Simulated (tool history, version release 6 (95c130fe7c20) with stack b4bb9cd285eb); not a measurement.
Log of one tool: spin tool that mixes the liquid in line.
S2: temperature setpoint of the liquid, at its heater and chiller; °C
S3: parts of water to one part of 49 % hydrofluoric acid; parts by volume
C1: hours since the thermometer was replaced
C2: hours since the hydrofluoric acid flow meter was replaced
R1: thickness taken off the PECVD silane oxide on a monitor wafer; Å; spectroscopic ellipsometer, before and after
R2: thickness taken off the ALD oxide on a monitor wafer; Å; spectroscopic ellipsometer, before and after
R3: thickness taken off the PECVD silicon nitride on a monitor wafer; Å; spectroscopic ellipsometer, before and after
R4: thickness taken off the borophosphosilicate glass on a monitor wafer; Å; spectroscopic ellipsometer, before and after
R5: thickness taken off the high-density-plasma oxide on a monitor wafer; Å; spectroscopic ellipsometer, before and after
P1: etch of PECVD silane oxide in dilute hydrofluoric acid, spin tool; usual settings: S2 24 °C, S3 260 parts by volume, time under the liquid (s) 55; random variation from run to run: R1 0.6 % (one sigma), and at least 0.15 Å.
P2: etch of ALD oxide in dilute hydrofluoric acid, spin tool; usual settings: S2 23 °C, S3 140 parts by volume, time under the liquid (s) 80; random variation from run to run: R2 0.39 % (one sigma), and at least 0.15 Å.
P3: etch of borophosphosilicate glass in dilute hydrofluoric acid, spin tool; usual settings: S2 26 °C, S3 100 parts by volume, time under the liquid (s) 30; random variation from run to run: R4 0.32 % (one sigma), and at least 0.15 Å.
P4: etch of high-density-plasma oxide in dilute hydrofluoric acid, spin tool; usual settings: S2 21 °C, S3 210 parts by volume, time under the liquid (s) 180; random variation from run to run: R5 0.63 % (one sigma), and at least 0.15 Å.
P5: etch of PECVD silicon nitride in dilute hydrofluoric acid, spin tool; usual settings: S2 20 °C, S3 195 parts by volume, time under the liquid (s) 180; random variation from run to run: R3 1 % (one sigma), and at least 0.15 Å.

Run 1, hour 16.1: process that ran P1, S2 24 °C, S3 260 parts by volume, time under the liquid (s) 55; C1 644.8; C2 1242.6. Result: R1 58.147 Å.
Run 2, hour 25.2: process that ran P1, S2 30 °C, S3 260 parts by volume, time under the liquid (s) 105; C1 653.9; C2 1251.7. Result: R1 137.22 Å.
Run 3, hour 41.9: process that ran P2, S2 23 °C, S3 140 parts by volume, time under the liquid (s) 80; C1 670.6; C2 1268.4. Result: R2 73.165 Å.
Run 4, hour 54.2: process that ran P2, S2 30.5 °C, S3 140 parts by volume, time under the liquid (s) 80; C1 682.9; C2 1280.7. Result: R2 97.16 Å.
Run 5, hour 67.9: process that ran P5, S2 20 °C, S3 195 parts by volume, time under the liquid (s) 180; C1 696.6; C2 1294.4. Result: R3 22.312 Å.
Run 6, hour 86.7: process that ran P5, S2 20 °C, S3 60 parts by volume, time under the liquid (s) 180; C1 715.4; C2 1313.2. Result: R3 71.426 Å.
Run 7, hour 101.2: process that ran P1, S2 24 °C, S3 105 parts by volume, time under the liquid (s) 55; C1 729.9; C2 1327.7. Result: R1 168.57 Å.
Run 8, hour 112.6: process that ran P1, S2 19.5 °C, S3 260 parts by volume, time under the liquid (s) 85; C1 741.3; C2 1339.1. Result: R1 75.278 Å.
Run 9, hour 123.4: process that ran P1, S2 20 °C, S3 260 parts by volume, time under the liquid (s) 55; C1 752.1; C2 1349.9. Result: R1 50.34 Å.
Run 10, hour 139.3: process that ran P3, S2 26 °C, S3 100 parts by volume, time under the liquid (s) 15; C1 768; C2 1365.8. Result: R4 83.086 Å.
Run 11, hour 154.4: process that ran P4, S2 21 °C, S3 360 parts by volume, time under the liquid (s) 180; C1 783.1; C2 1380.9. Result: R5 18.459 Å.
Run 12, hour 166.6: process that ran P4, S2 21 °C, S3 210 parts by volume, time under the liquid (s) 180; C1 795.3; C2 1393.1. Result: R5 36.07 Å.
Run 13, hour 179.8: process that ran P4, S2 21 °C, S3 210 parts by volume, time under the liquid (s) 180; C1 808.5; C2 1406.3. Result: R5 36.834 Å.
Run 14, hour 198.5: process that ran P2, S2 23 °C, S3 140 parts by volume, time under the liquid (s) 80; C1 827.2; C2 1425. Result: R2 72.696 Å.
Run 15, hour 210.9: process that ran P1, S2 24 °C, S3 390 parts by volume, time under the liquid (s) 55; C1 839.6; C2 1437.4. Result: R1 33.669 Å.
Run 16, hour 224.3: process that ran P1, S2 24 °C, S3 260 parts by volume, time under the liquid (s) 55; C1 853; C2 1450.8. Result: R1 58.112 Å.
Run 17, hour 234.7: process that ran P1, S2 24 °C, S3 260 parts by volume, time under the liquid (s) 55; C1 863.4; C2 1461.2. Result: R1 58.871 Å.
Run 18, hour 246.6: process that ran P1, S2 24 °C, S3 260 parts by volume, time under the liquid (s) 85; C1 875.3; C2 1473.1. Result: R1 89.889 Å.
Run 19, hour 255.8: process that ran P1, S2 24 °C, S3 260 parts by volume, time under the liquid (s) 15; C1 884.5; C2 1482.3. Result: R1 15.718 Å.
Run 20, hour 270.1: process that ran P3, S2 22 °C, S3 100 parts by volume, time under the liquid (s) 30; C1 898.8; C2 1496.6. Result: R4 142.74 Å.
Run 21, hour 287.1: process that ran P5, S2 20 °C, S3 195 parts by volume, time under the liquid (s) 180; C1 915.8; C2 1513.6. Result: R3 22.311 Å.
Run 22, hour 302.7: process that ran P1, S2 32 °C, S3 260 parts by volume, time under the liquid (s) 55; C1 931.4; C2 1529.2. Result: R1 76.615 Å.
Run 23, hour 320: process that ran P1, S2 24 °C, S3 260 parts by volume, time under the liquid (s) 55; C1 948.7; C2 1546.5. Result: R1 57.676 Å.
Run 24, hour 333.8: process that ran P4, S2 28 °C, S3 210 parts by volume, time under the liquid (s) 180; C1 962.5; C2 1560.3. Result: R5 47.721 Å.
Run 25, hour 352.1: process that ran P5, S2 17 °C, S3 195 parts by volume, time under the liquid (s) 180; C1 980.8; C2 1578.6. Result: R3 18.265 Å.
Run 26, hour 366.5: process that ran P4, S2 21 °C, S3 210 parts by volume, time under the liquid (s) 40; C1 995.2; C2 1593. Result: R5 7.9984 Å.
Run 27, hour 378: process that ran P2, S2 23 °C, S3 140 parts by volume, time under the liquid (s) 135; C1 1006.7; C2 1604.5. Result: R2 123.35 Å.
Run 28, hour 393.7: process that ran P3, S2 26 °C, S3 100 parts by volume, time under the liquid (s) 30; C1 1022.4; C2 1620.2. Result: R4 167.13 Å.
Run 29, hour 410.8: process that ran P2, S2 23 °C, S3 230 parts by volume, time under the liquid (s) 80; C1 1039.5; C2 1637.3. Result: R2 40.483 Å.
Run 30, hour 428.9: process that ran P1, S2 24 °C, S3 260 parts by volume, time under the liquid (s) 55; C1 1057.6; C2 1655.4. Result: R1 57.907 Å.
Run 31, hour 440.3: process that ran P1, S2 24 °C, S3 170 parts by volume, time under the liquid (s) 90; C1 1069; C2 1666.8. Result: R1 159.94 Å.
Run 32, hour 455.3: process that ran P1, S2 24 °C, S3 260 parts by volume, time under the liquid (s) 55; C1 1084; C2 1681.8. Result: R1 57.504 Å.
Run 33, hour 466.4: process that ran P5, S2 20 °C, S3 195 parts by volume, time under the liquid (s) 355; C1 1095.1; C2 1692.9. Result: R3 43.833 Å.
Run 34, hour 476.8: process that ran P3, S2 26 °C, S3 150 parts by volume, time under the liquid (s) 30; C1 1105.5; C2 1703.3. Result: R4 104.58 Å.
Run 35, hour 489.5: process that ran P1, S2 24 °C, S3 260 parts by volume, time under the liquid (s) 55; C1 1118.2; C2 1716. Result: R1 58.427 Å.
Run 36, hour 505.4: process that ran P1, S2 24 °C, S3 260 parts by volume, time under the liquid (s) 55; C1 1134.1; C2 1731.9. Result: R1 55.627 Å.
Run 37, hour 521.4: process that ran P1, S2 24 °C, S3 260 parts by volume, time under the liquid (s) 55; C1 1150.1; C2 1747.9. Result: R1 55 Å.
Run 38, hour 532.5: process that ran P1, S2 24 °C, S3 260 parts by volume, time under the liquid (s) 55; C1 1161.2; C2 1759. Result: R1 54.097 Å.
Run 39, hour 543.4: process that ran P1, S2 24 °C, S3 260 parts by volume, time under the liquid (s) 55; C1 1172.1; C2 1769.9. Result: R1 54.568 Å.
Run 40, hour 551.7: process that ran P1, S2 24 °C, S3 260 parts by volume, time under the liquid (s) 55; C1 1180.4; C2 1778.2. Result: R1 53.572 Å.
Run 41, hour 564.1: process that ran P1, S2 24 °C, S3 260 parts by volume, time under the liquid (s) 55; C1 1192.8; C2 1790.6. Result: R1 53.801 Å.

What P1 gives has crept away from where it was. These 2 causes fit the log equally well, each at the size given:
A: hydrofluoric acid flow below the setpoint (%) = 5.43
B: liquid colder than its thermometer reads (K) = 1.97
The creep began at about hour 489.5.

4 check runs are offered, one wafer each, their results left as question marks. Which one tells the causes apart?
Run check 1, hour 576.5: process that ran P4, S2 27.5 °C, S3 360 parts by volume, time under the liquid (s) 180. Result: R5 ?.
Run check 2, hour 576.5: process that ran P5, S2 17 °C, S3 70 parts by volume, time under the liquid (s) 180. Result: R3 ?.
Run check 3, hour 576.5: process that ran P2, S2 29 °C, S3 140 parts by volume, time under the liquid (s) 135. Result: R2 ?.
Run check 4, hour 576.5: process that ran P3, S2 26 °C, S3 145 parts by volume, time under the liquid (s) 15. Result: R4 ?.

What each check would give under each cause:
  check  result    if A    if B
check 1      R5  21.395  21.657
check 2      R3  46.895  43.037
check 3      R2  144.55   143.6
check 4      R4  51.071  50.615
How far apart the two closest causes lie, in the result that separates them most: check 1 1.22 %; check 2 8.58 %; check 3 0.66 %; check 4 0.9 %
Check 2 tells the causes apart: in the others they would give nearly the same result.

Check 2 was then run and gave: R3 43.514 Å. Which cause is it?

It is B: liquid colder than its thermometer reads (K).

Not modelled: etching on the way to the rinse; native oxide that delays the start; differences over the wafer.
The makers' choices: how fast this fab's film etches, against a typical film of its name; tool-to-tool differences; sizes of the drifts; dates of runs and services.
